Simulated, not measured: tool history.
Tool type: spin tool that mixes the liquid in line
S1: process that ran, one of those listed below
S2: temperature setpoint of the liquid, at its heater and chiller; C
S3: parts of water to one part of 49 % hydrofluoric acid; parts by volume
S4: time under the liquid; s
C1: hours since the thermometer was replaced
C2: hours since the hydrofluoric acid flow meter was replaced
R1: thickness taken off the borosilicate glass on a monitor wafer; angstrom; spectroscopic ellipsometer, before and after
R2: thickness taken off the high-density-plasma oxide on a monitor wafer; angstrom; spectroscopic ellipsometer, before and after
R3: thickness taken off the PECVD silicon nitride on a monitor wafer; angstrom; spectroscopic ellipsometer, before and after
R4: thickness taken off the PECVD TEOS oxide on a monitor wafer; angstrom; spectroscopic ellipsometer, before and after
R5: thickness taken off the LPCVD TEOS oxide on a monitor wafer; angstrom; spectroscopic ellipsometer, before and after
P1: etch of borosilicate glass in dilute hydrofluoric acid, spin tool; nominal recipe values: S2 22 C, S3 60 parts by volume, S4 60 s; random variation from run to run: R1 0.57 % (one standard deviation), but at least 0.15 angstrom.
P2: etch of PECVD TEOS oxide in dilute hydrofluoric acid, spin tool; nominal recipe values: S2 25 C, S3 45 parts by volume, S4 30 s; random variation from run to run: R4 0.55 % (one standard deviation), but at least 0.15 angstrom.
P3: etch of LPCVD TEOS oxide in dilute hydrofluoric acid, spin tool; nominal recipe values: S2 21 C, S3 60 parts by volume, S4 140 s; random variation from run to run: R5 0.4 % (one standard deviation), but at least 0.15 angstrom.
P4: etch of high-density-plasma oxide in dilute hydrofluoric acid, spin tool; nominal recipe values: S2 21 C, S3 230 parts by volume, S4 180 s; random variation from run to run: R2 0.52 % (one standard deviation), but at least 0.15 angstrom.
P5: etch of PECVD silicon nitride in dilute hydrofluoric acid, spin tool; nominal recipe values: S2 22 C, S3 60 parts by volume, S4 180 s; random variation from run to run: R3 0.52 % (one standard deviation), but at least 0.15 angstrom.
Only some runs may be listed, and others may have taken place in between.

run   hour  S1    S2   S3   S4      C1      C2      R1      R2      R3      R4      R5
  1   10.2  P1    22   60   60   692.6   734.7  424.34
  2     22  P1    22   60   60   704.4   746.5     429
  3   30.7  P4    21  230  260   713.1   755.2          86.598
  4   38.9  P4    21  230  180   721.3   763.4          60.304
  5   51.4  P1    30   60   60   733.8   775.9  592.36
  6   61.2  P1    22   60  105   743.6   785.7  754.65
  7   69.4  P5    22   60   70   751.8   793.9                  25.115
  8   81.8  P5    17   60  180   764.2   806.3                  45.452
  9   89.4  P4    17  230  180   771.8   813.9          51.573
 10  102.3  P4    21   60  180   784.7   826.8          279.73
 11  116.1  P5    22   60  180   798.5   840.6                  63.271
 12  124.2  P2    25   45   30   806.6   848.7                          95.042
 13  135.8  P1    22   60   20   818.2   860.3  142.82
 14  143.2  P1    22   35   60   825.6   867.7  751.69
 15  153.5  P5    22   20  180   835.9     878                   185.4
 16  165.8  P1    22   60   60   848.2   890.3  426.63
 17    178  P2    25   20   30   860.4   902.5                          221.66
 18  190.8  P1  27.5   60  105   873.2   915.3  943.05
 19  201.7  P3    21   35  140   884.1   926.2                                  624.55
 20  215.6  P1    22   60   60     898   940.1   430.9
 21    226  P3  27.5   60  140   908.4   950.5                                  455.74
 22    239  P1    22   60   60   921.4   963.5  427.15
 23  253.2  P3    21   60  140   935.6   977.7                                  353.05
 24  266.1  P2    33   45   30   948.5   990.6                          131.45
 25  278.8  P1    22   60   60   961.2  1003.3  423.66
 26    291  P5    22   60  180   973.4  1015.5                  64.208
 27  303.4  P1    17   60   60   985.8  1027.9  348.03
 28    319  P2    25   45   15  1001.4  1043.5                            47.7
 29  329.4  P1    22  110   60  1011.8  1053.9  221.08
     331.2  -- hydrofluoric acid flow meter replaced
 30  342.4  P1    22   60   60  1024.8    11.3  428.09
 31  354.4  P3    21   60  270  1036.8    23.3                                  680.76
 32  370.5  P4    21  230  180  1052.9    39.4          60.232
 33    379  P1    22   60   60  1061.4    47.9  432.15
 34    390  P1    22   60   60  1072.4    58.9  440.76
 35  400.5  P1    22   60   60  1082.9    69.4  444.99
 36  412.1  P1    22   60   60  1094.5      81  456.51
 37  425.8  P1    22   60   60  1108.2    94.7  454.95
 38  440.2  P1    22   60   60  1122.6   109.1  458.68
 39    451  P1    22   60   60  1133.4   119.9  460.18
 40  460.2  P1    22   60   60  1142.6   129.1  458.29
 41  471.6  P1    22   60   60    1154   140.5   455.6

The log shows P1 creeping away from where it was. Any of the 2 causes listed here, at the size stated for it, fits the log just as well as the others:
A: liquid hotter than its thermometer reads (K) = 1.64
B: hydrofluoric acid flow above the setpoint (%) = 6.49
The process output started creeping at around hour 379.

Of the 4 check runs listed below, each run on one wafer and each result written as a question mark, which would let you distinguish the listed causes because they would give clearly different results?
check 1   483  P4  21  140  180               ?
check 2   483  P5  17   20  180                   ?
check 3   483  P3  26   60  265                           ?
check 4   483  P2  25   25   30                       ?

What each check would give under each cause:
  check  result    if A    if B
check 1      R2  116.01   116.9
check 2      R3  145.53  137.34
check 3      R5  875.53  877.76
check 4      R4  188.19  187.59
Distance between the nearest two causes, measured in the result of the check that separates them most: check 1 0.76 %; check 2 5.79 %; check 3 0.25 %; check 4 0.32 %
Check 2 is the one run that separates the causes; every other check would come out nearly the same whichever cause is at work.

Running check 2 produced the following: R3 136.99 angstrom. Which one of the listed causes fits?

Of the candidate causes, it is B: hydrofluoric acid flow above the setpoint (%).

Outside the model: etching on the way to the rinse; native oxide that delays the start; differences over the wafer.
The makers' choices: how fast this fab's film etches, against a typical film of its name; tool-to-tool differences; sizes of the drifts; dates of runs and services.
